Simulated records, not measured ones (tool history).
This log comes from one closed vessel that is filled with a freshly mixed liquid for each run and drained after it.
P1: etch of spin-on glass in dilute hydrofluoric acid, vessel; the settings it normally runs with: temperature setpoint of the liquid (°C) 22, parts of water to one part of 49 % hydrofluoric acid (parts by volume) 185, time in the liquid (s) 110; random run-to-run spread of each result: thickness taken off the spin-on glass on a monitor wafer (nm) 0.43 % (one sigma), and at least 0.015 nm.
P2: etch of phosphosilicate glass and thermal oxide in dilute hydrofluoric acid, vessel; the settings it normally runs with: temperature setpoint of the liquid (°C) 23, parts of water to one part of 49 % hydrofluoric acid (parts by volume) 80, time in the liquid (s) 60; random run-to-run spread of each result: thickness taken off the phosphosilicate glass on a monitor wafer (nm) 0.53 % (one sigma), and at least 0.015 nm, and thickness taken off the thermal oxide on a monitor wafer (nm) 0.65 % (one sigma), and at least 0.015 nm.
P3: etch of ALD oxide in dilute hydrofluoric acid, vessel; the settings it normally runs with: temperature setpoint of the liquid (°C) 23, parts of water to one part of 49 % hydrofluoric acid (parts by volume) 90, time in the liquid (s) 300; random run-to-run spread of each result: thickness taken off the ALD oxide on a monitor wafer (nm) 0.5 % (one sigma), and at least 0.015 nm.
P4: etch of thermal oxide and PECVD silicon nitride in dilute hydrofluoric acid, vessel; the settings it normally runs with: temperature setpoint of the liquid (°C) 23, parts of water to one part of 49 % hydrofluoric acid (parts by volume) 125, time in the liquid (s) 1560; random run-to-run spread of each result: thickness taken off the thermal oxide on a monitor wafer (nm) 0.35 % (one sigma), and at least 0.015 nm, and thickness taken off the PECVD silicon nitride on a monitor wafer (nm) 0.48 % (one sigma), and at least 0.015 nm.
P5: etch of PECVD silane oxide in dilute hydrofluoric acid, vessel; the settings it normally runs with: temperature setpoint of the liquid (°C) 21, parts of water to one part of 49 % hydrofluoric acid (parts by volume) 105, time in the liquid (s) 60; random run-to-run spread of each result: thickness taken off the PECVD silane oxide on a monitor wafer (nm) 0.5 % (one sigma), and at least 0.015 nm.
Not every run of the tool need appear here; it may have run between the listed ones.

run,hour,process that ran,temperature setpoint of the liquid (°C),parts of water to one part of 49 % hydrofluoric acid (parts by volume),time in the liquid (s),hours since the thermometer was replaced,hours since the hydrofluoric acid flow meter was replaced,thickness taken off the spin-on glass on a monitor wafer (nm),thickness taken off the ALD oxide on a monitor wafer (nm),thickness taken off the phosphosilicate glass on a monitor wafer (nm),thickness taken off the thermal oxide on a monitor wafer (nm),thickness taken off the PECVD silane oxide on a monitor wafer (nm),thickness taken off the PECVD silicon nitride on a monitor wafer (nm)
1,12.6,P1,22,185,110,371.7,251.4,12.473,,,,,
2,20.5,P3,23,90,580,379.6,259.3,,62.71,,,,
3,35.3,P1,27,185,110,394.4,274.1,14.888,,,,,
4,45,P1,28.5,185,30,404.1,283.8,4.3584,,,,,
5,58.5,P2,17,80,60,417.6,297.3,,,57.553,2.7406,,
6,70.7,P5,21,105,30,429.8,309.5,,,,,3.6861,
7,86.6,P5,25.5,105,60,445.7,325.4,,,,,8.8624,
8,94.6,P1,22,110,110,453.7,333.4,22.813,,,,,
9,107.7,P1,17,185,110,466.8,346.5,10.286,,,,,
10,116.1,P3,23,90,300,475.2,354.9,,32.301,,,,
11,128.7,P1,22,185,110,487.8,367.5,12.57,,,,,
12,140.6,P3,23,160,300,499.7,379.4,,16.854,,,,
13,152.5,P1,26,185,40,511.6,391.3,5.2905,,,,,
14,166,P4,23,125,300,525.1,404.8,,,,10.709,,8.9109
15,181.7,P4,30,125,1560,540.8,420.5,,,,72.462,,72.641
16,192.4,P5,21,105,60,551.5,431.2,,,,,7.4187,
17,202.1,P1,22,185,110,561.2,440.9,12.404,,,,,
18,216,P1,22,185,210,575.1,454.8,23.631,,,,,
19,229.5,P5,21,170,60,588.6,468.3,,,,,4.2964,
20,243.2,P1,22,185,110,602.3,482,12.506,,,,,
21,256.8,P2,23,80,60,615.9,495.6,,,74.236,3.4676,,
22,266.9,P4,23,125,1560,626,505.7,,,,55.685,,46.437
23,277.5,P1,29.5,80,110,636.6,516.3,43.631,,,,,
24,294,P1,22,185,45,653.1,532.8,5.0675,,,,,
25,305.8,P4,23,70,1560,664.9,544.6,,,,106.6,,81.797
26,318.6,P2,23,80,90,677.7,557.4,,,111.13,5.2169,,
27,332.2,P1,22,185,110,691.3,571,12.475,,,,,
28,346.5,P3,30.5,90,300,705.6,585.3,,43.287,,,,
29,358.6,P1,22,285,110,717.7,597.4,7.3228,,,,,
30,367.2,P3,23,90,300,726.3,606,,32.485,,,,
31,384,P2,23,140,60,743.1,622.8,,,39.874,1.856,,
32,398,P1,22,185,110,757.1,636.8,12.525,,,,,
33,415.3,P1,22,185,110,774.4,654.1,12.928,,,,,
34,426.9,P1,22,185,110,786,665.7,13.088,,,,,
35,439.6,P1,22,185,110,798.7,678.4,13.034,,,,,
36,452.8,P1,22,185,110,811.9,691.6,13.097,,,,,
37,460.6,P1,22,185,110,819.7,699.4,13.22,,,,,
38,471,P1,22,185,110,830.1,709.8,13.087,,,,,
39,479.8,P1,22,185,110,838.9,718.6,13.13,,,,,

What P1 gives has crept off from where it sat before. The 2 causes that follow fit the log equally well, each at the size noted:
A: hydrofluoric acid flow above the setpoint (%) = 4.74
B: liquid hotter than its thermometer reads (K) = 1.46
The onset of the drift is placed at about hour 398.

Listed below are the offered check runs, one wafer per run, with question marks in place of results. For which of them would the causes give clearly different outcomes?
check 1,488.6,P3,28.5,140,300,,,,?,,,,
check 2,488.6,P2,17,105,60,,,,,?,?,,
check 3,488.6,P4,23,90,1560,,,,,,?,,?
check 4,488.6,P5,21,170,30,,,,,,,?,

Outcome of each check run for each possible cause:
check,result,if A,if B
check 1,thickness taken off the ALD oxide on a monitor wafer (nm),25.53,25.499
check 2,thickness taken off the phosphosilicate glass on a monitor wafer (nm),45.287,45.733
check 2,thickness taken off the thermal oxide on a monitor wafer (nm),2.1245,2.1454
check 3,thickness taken off the thermal oxide on a monitor wafer (nm),84.989,85.599
check 3,thickness taken off the PECVD silicon nitride on a monitor wafer (nm),67.033,70.564
check 4,thickness taken off the PECVD silane oxide on a monitor wafer (nm),2.2548,2.2594
How far apart the two closest causes lie, in the result that separates them most: check 1 0.12 %; check 2 0.98 %; check 3 5.13 %; check 4 0.21 %
The other checks would show nearly matching results whichever cause is true, so check 3 is the only one that separates the causes.

Then check 3 was run and gave: thickness taken off the thermal oxide on a monitor wafer (nm) 86.062; thickness taken off the PECVD silicon nitride on a monitor wafer (nm) 70.544. Which cause is it?

B is the cause: liquid hotter than its thermometer reads (K).
